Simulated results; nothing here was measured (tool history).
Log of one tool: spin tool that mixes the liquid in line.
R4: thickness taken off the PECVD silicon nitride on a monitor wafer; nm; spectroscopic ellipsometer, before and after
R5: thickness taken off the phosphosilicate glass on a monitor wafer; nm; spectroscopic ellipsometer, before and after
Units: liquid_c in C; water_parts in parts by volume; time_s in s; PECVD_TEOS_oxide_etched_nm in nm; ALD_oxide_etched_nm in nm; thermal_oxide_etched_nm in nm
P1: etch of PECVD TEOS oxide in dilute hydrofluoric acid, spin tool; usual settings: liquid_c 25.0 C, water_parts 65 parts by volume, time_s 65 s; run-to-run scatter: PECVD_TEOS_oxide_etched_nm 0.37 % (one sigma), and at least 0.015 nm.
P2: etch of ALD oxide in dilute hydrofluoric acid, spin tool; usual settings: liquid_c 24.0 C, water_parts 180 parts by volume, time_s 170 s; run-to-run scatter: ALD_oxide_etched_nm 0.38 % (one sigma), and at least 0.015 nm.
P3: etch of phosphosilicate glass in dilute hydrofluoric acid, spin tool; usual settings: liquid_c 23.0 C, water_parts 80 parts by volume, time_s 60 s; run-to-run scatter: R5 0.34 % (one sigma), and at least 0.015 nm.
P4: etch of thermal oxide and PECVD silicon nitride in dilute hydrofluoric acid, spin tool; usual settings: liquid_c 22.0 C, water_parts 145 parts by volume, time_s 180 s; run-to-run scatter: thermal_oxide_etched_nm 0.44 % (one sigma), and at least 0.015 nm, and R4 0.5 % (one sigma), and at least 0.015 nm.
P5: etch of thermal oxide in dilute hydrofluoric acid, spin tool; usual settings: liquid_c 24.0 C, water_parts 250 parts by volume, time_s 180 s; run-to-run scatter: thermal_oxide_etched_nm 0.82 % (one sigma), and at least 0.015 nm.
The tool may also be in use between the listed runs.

{"run": 1, "hour": 6.6, "process": "P1", "liquid_c": 25.0, "water_parts": 65, "time_s": 65, "PECVD_TEOS_oxide_etched_nm": 29.775}
{"run": 2, "hour": 13.8, "process": "P1", "liquid_c": 20.5, "water_parts": 65, "time_s": 65, "PECVD_TEOS_oxide_etched_nm": 24.761}
{"run": 3, "hour": 21.0, "process": "P2", "liquid_c": 29.5, "water_parts": 180, "time_s": 170, "ALD_oxide_etched_nm": 18.755}
{"run": 4, "hour": 30.8, "process": "P1", "liquid_c": 25.0, "water_parts": 30, "time_s": 65, "PECVD_TEOS_oxide_etched_nm": 67.309}
{"run": 5, "hour": 43.3, "process": "P4", "liquid_c": 22.0, "water_parts": 145, "time_s": 180, "thermal_oxide_etched_nm": 5.2986, "R4": 5.4282}
{"run": 6, "hour": 51.9, "process": "P1", "liquid_c": 25.0, "water_parts": 65, "time_s": 15, "PECVD_TEOS_oxide_etched_nm": 6.8798}
{"run": 7, "hour": 59.3, "process": "P2", "liquid_c": 24.0, "water_parts": 90, "time_s": 170, "ALD_oxide_etched_nm": 33.845}
{"run": 8, "hour": 68.5, "process": "P1", "liquid_c": 25.0, "water_parts": 65, "time_s": 65, "PECVD_TEOS_oxide_etched_nm": 29.624}
{"run": 9, "hour": 75.3, "process": "P3", "liquid_c": 23.0, "water_parts": 80, "time_s": 60, "R5": 46.198}
{"run": 10, "hour": 85.2, "process": "P5", "liquid_c": 24.0, "water_parts": 250, "time_s": 180, "thermal_oxide_etched_nm": 2.6901}
{"run": 11, "hour": 91.5, "process": "P1", "liquid_c": 32.5, "water_parts": 35, "time_s": 65, "PECVD_TEOS_oxide_etched_nm": 77.646}
{"run": 12, "hour": 99.9, "process": "P3", "liquid_c": 23.0, "water_parts": 80, "time_s": 60, "R5": 46.074}
{"run": 13, "hour": 110.8, "process": "P1", "liquid_c": 25.0, "water_parts": 95, "time_s": 65, "PECVD_TEOS_oxide_etched_nm": 19.443}
{"run": 14, "hour": 122.7, "process": "P1", "liquid_c": 25.0, "water_parts": 65, "time_s": 65, "PECVD_TEOS_oxide_etched_nm": 29.542}
{"run": 15, "hour": 134.3, "process": "P3", "liquid_c": 23.0, "water_parts": 135, "time_s": 60, "R5": 25.657}
{"run": 16, "hour": 146.4, "process": "P2", "liquid_c": 24.0, "water_parts": 180, "time_s": 285, "ALD_oxide_etched_nm": 25.724}
{"run": 17, "hour": 153.4, "process": "P4", "liquid_c": 17.0, "water_parts": 145, "time_s": 180, "thermal_oxide_etched_nm": 4.3758, "R4": 3.8585}
{"run": 18, "hour": 163.5, "process": "P4", "liquid_c": 22.0, "water_parts": 40, "time_s": 180, "thermal_oxide_etched_nm": 21.884, "R4": 19.396}
{"run": 19, "hour": 174.5, "process": "P5", "liquid_c": 17.0, "water_parts": 250, "time_s": 180, "thermal_oxide_etched_nm": 2.0982}
{"run": 20, "hour": 181.4, "process": "P2", "liquid_c": 24.0, "water_parts": 180, "time_s": 170, "ALD_oxide_etched_nm": 15.259}
{"run": 21, "hour": 187.3, "process": "P1", "liquid_c": 25.0, "water_parts": 65, "time_s": 65, "PECVD_TEOS_oxide_etched_nm": 29.867}
{"run": 22, "hour": 194.0, "process": "P4", "liquid_c": 22.0, "water_parts": 145, "time_s": 345, "thermal_oxide_etched_nm": 10.195, "R4": 10.436}
{"run": 23, "hour": 203.8, "process": "P5", "liquid_c": 24.0, "water_parts": 75, "time_s": 180, "thermal_oxide_etched_nm": 10.967}
{"run": 24, "hour": 211.0, "process": "P1", "liquid_c": 29.0, "water_parts": 65, "time_s": 65, "PECVD_TEOS_oxide_etched_nm": 34.676}
{"run": 25, "hour": 220.2, "process": "P1", "liquid_c": 25.0, "water_parts": 65, "time_s": 65, "PECVD_TEOS_oxide_etched_nm": 29.737}
{"run": 26, "hour": 227.4, "process": "P1", "liquid_c": 25.0, "water_parts": 25, "time_s": 95, "PECVD_TEOS_oxide_etched_nm": 118.83}
{"run": 27, "hour": 237.4, "process": "P5", "liquid_c": 24.0, "water_parts": 250, "time_s": 300, "thermal_oxide_etched_nm": 4.4976}
{"run": 28, "hour": 247.7, "process": "P3", "liquid_c": 29.5, "water_parts": 80, "time_s": 60, "R5": 59.86}
{"run": 29, "hour": 256.1, "process": "P3", "liquid_c": 23.0, "water_parts": 80, "time_s": 30, "R5": 23.148}
{"run": 30, "hour": 266.4, "process": "P4", "liquid_c": 22.0, "water_parts": 145, "time_s": 180, "thermal_oxide_etched_nm": 5.3233, "R4": 5.4691}
{"run": 31, "hour": 273.9, "process": "P1", "liquid_c": 25.0, "water_parts": 65, "time_s": 120, "PECVD_TEOS_oxide_etched_nm": 55.015}
{"run": 32, "hour": 285.7, "process": "P1", "liquid_c": 25.0, "water_parts": 65, "time_s": 65, "PECVD_TEOS_oxide_etched_nm": 29.688}
{"run": 33, "hour": 291.6, "process": "P1", "liquid_c": 25.0, "water_parts": 65, "time_s": 65, "PECVD_TEOS_oxide_etched_nm": 30.456}
{"run": 34, "hour": 299.2, "process": "P1", "liquid_c": 25.0, "water_parts": 65, "time_s": 65, "PECVD_TEOS_oxide_etched_nm": 31.039}
{"run": 35, "hour": 305.7, "process": "P1", "liquid_c": 25.0, "water_parts": 65, "time_s": 65, "PECVD_TEOS_oxide_etched_nm": 31.195}
{"run": 36, "hour": 311.8, "process": "P1", "liquid_c": 25.0, "water_parts": 65, "time_s": 65, "PECVD_TEOS_oxide_etched_nm": 31.431}

Run 37 comes next. What will it give?
{"run": 37, "hour": 318.0, "process": "P1", "liquid_c": 25.0, "water_parts": 65, "time_s": 65, "PECVD_TEOS_oxide_etched_nm": "?"}

PECVD_TEOS_oxide_etched_nm: 31.5510 nm
